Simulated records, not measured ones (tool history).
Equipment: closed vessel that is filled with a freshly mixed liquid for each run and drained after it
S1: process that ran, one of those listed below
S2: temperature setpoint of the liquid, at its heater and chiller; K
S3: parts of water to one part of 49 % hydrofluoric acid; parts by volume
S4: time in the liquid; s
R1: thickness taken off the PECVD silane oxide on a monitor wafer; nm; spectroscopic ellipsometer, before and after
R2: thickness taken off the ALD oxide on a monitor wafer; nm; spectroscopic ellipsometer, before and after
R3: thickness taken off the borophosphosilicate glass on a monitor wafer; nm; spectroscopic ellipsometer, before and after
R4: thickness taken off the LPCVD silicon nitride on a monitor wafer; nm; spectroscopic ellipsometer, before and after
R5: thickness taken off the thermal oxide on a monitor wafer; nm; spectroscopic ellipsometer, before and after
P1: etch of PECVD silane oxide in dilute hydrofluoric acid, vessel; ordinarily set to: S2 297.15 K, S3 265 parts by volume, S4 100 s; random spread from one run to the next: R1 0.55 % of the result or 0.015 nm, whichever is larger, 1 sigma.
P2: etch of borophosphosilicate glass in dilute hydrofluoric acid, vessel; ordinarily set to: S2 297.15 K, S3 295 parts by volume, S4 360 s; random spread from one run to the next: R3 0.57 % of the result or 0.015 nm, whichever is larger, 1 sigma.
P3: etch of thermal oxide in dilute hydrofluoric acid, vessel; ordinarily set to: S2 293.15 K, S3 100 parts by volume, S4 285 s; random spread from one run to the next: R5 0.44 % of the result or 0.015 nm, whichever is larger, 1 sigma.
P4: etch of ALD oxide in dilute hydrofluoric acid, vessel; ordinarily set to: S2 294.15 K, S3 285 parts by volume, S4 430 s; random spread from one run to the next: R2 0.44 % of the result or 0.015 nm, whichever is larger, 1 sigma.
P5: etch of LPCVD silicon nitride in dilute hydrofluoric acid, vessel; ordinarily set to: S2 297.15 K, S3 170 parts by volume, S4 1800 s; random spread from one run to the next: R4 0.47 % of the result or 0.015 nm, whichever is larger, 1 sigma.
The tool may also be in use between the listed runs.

Run 1, day 0.538: S1 P1, S2 297.15 K, S3 265 parts by volume, S4 100 s. Result: R1 11.222 nm.
Run 2, day 1.025: S1 P1, S2 301.65 K, S3 265 parts by volume, S4 150 s. Result: R1 19.51 nm.
Run 3, day 1.529: S1 P4, S2 294.15 K, S3 285 parts by volume, S4 715 s. Result: R2 18.538 nm.
Run 4, day 2.096: S1 P2, S2 297.15 K, S3 295 parts by volume, S4 35 s. Result: R3 4.699 nm.
Run 5, day 2.567: S1 P5, S2 290.15 K, S3 170 parts by volume, S4 1800 s. Result: R4 3.0964 nm.
Run 6, day 3.129: S1 P2, S2 297.15 K, S3 295 parts by volume, S4 360 s. Result: R3 48.171 nm.
Run 7, day 3.538: S1 P4, S2 294.15 K, S3 520 parts by volume, S4 430 s. Result: R2 4.9956 nm.
Run 8, day 4.004: S1 P1, S2 297.15 K, S3 80 parts by volume, S4 100 s. Result: R1 45.706 nm.
Run 9, day 4.625: S1 P3, S2 293.15 K, S3 100 parts by volume, S4 285 s. Result: R5 11.696 nm.
Run 10, day 5.279: S1 P3, S2 290.15 K, S3 100 parts by volume, S4 285 s. Result: R5 10.206 nm.
At day 5.317: thermometer replaced.
Run 11, day 5.883: S1 P1, S2 297.15 K, S3 265 parts by volume, S4 30 s. Result: R1 3.3468 nm.
Run 12, day 6.229: S1 P3, S2 293.15 K, S3 100 parts by volume, S4 30 s. Result: R5 1.2495 nm.
Run 13, day 6.762: S1 P2, S2 297.15 K, S3 295 parts by volume, S4 360 s. Result: R3 48.42 nm.
Run 14, day 7.233: S1 P4, S2 294.15 K, S3 285 parts by volume, S4 430 s. Result: R2 11.189 nm.
Run 15, day 7.875: S1 P1, S2 297.15 K, S3 265 parts by volume, S4 100 s. Result: R1 11.218 nm.
Run 16, day 8.358: S1 P1, S2 301.65 K, S3 265 parts by volume, S4 100 s. Result: R1 13.174 nm.
Run 17, day 9.008: S1 P1, S2 297.15 K, S3 265 parts by volume, S4 100 s. Result: R1 11.377 nm.
Run 18, day 9.462: S1 P5, S2 297.15 K, S3 170 parts by volume, S4 85 s. Result: R4 0.22746 nm.
Run 19, day 9.808: S1 P1, S2 297.15 K, S3 265 parts by volume, S4 100 s. Result: R1 11.366 nm.
Run 20, day 10.317: S1 P1, S2 297.15 K, S3 265 parts by volume, S4 180 s. Result: R1 20.241 nm.
Run 21, day 10.917: S1 P4, S2 294.15 K, S3 285 parts by volume, S4 430 s. Result: R2 11.177 nm.
At day 11.458: hydrofluoric acid flow meter replaced.
Run 22, day 11.546: S1 P5, S2 297.15 K, S3 55 parts by volume, S4 1800 s. Result: R4 15.251 nm.
Run 23, day 12.088: S1 P1, S2 297.15 K, S3 265 parts by volume, S4 100 s. Result: R1 11.288 nm.
Run 24, day 12.546: S1 P5, S2 297.15 K, S3 170 parts by volume, S4 1800 s. Result: R4 4.99 nm.
Run 25, day 12.862: S1 P2, S2 297.15 K, S3 150 parts by volume, S4 360 s. Result: R3 111.25 nm.
Run 26, day 13.2: S1 P3, S2 293.15 K, S3 155 parts by volume, S4 285 s. Result: R5 7.1173 nm.
Run 27, day 13.842: S1 P1, S2 297.15 K, S3 265 parts by volume, S4 100 s. Result: R1 11.295 nm.
Run 28, day 14.242: S1 P4, S2 290.15 K, S3 285 parts by volume, S4 430 s. Result: R2 9.6445 nm.
Run 29, day 14.812: S1 P1, S2 297.15 K, S3 370 parts by volume, S4 100 s. Result: R1 7.2977 nm.
Run 30, day 15.196: S1 P1, S2 293.65 K, S3 265 parts by volume, S4 100 s. Result: R1 9.925 nm.
Run 31, day 15.712: S1 P5, S2 297.15 K, S3 170 parts by volume, S4 1800 s. Result: R4 4.9582 nm.
Run 32, day 16.129: S1 P2, S2 290.15 K, S3 295 parts by volume, S4 360 s. Result: R3 37.419 nm.
Run 33, day 16.771: S1 P1, S2 297.15 K, S3 265 parts by volume, S4 100 s. Result: R1 11.134 nm.
Run 34, day 17.104: S1 P1, S2 297.15 K, S3 265 parts by volume, S4 100 s. Result: R1 11.125 nm.
Run 35, day 17.575: S1 P1, S2 297.15 K, S3 265 parts by volume, S4 100 s. Result: R1 10.858 nm.
Run 36, day 17.871: S1 P1, S2 297.15 K, S3 265 parts by volume, S4 100 s. Result: R1 10.745 nm.
Run 37, day 18.396: S1 P1, S2 297.15 K, S3 265 parts by volume, S4 100 s. Result: R1 10.695 nm.
Run 38, day 18.683: S1 P1, S2 297.15 K, S3 265 parts by volume, S4 100 s. Result: R1 10.731 nm.
Run 39, day 19.279: S1 P1, S2 297.15 K, S3 265 parts by volume, S4 100 s. Result: R1 10.662 nm.
Run 40, day 19.9: S1 P1, S2 297.15 K, S3 265 parts by volume, S4 100 s. Result: R1 10.612 nm.
Run 41, day 20.479: S1 P1, S2 297.15 K, S3 265 parts by volume, S4 100 s. Result: R1 10.657 nm.
Run 42, day 20.962: S1 P1, S2 297.15 K, S3 265 parts by volume, S4 100 s. Result: R1 10.651 nm.
Run 43, day 21.492: S1 P1, S2 297.15 K, S3 265 parts by volume, S4 100 s. Result: R1 10.657 nm.
Run 44, day 21.833: S1 P1, S2 297.15 K, S3 265 parts by volume, S4 100 s. Result: R1 10.526 nm.

Compared with where it was, what P1 gives has crept away. Each cause listed below fits the log as well as the rest, at the size given for it:
A: hydrofluoric acid flow below the setpoint (%) = 4.69
B: liquid colder than its thermometer reads (K) = 1.71
The creep began at about day 16.771.

Of the 4 check runs listed below, each run on one wafer and each result written as a question mark, which would let you distinguish the listed causes because they would give clearly different results?
Run check 1, day 22.175: S1 P2, S2 290.15 K, S3 295 parts by volume, S4 360 s. Result: R3 ?.
Run check 2, day 22.175: S1 P3, S2 290.15 K, S3 100 parts by volume, S4 30 s. Result: R5 ?.
Run check 3, day 22.175: S1 P4, S2 291.15 K, S3 445 parts by volume, S4 430 s. Result: R2 ?.
Run check 4, day 22.175: S1 P5, S2 297.15 K, S3 80 parts by volume, S4 1800 s. Result: R4 ?.

Expected result of each check under each candidate cause:
  check  result    if A    if B
check 1      R3  35.287  35.095
check 2      R5  1.0274  1.0075
check 3      R2   5.261  5.2839
check 4      R4  10.001  9.3515
How far apart the two closest causes lie, in the result that separates them most: check 1 0.55 %; check 2 1.96 %; check 3 0.44 %; check 4 6.71 %
The causes can be told apart only by check 4. The other checks would give nearly the same results under each of them.

After running check 4, the following was obtained: R4 10.032 nm. Which cause does this point to?

The correct cause is A, namely: hydrofluoric acid flow below the setpoint (%).
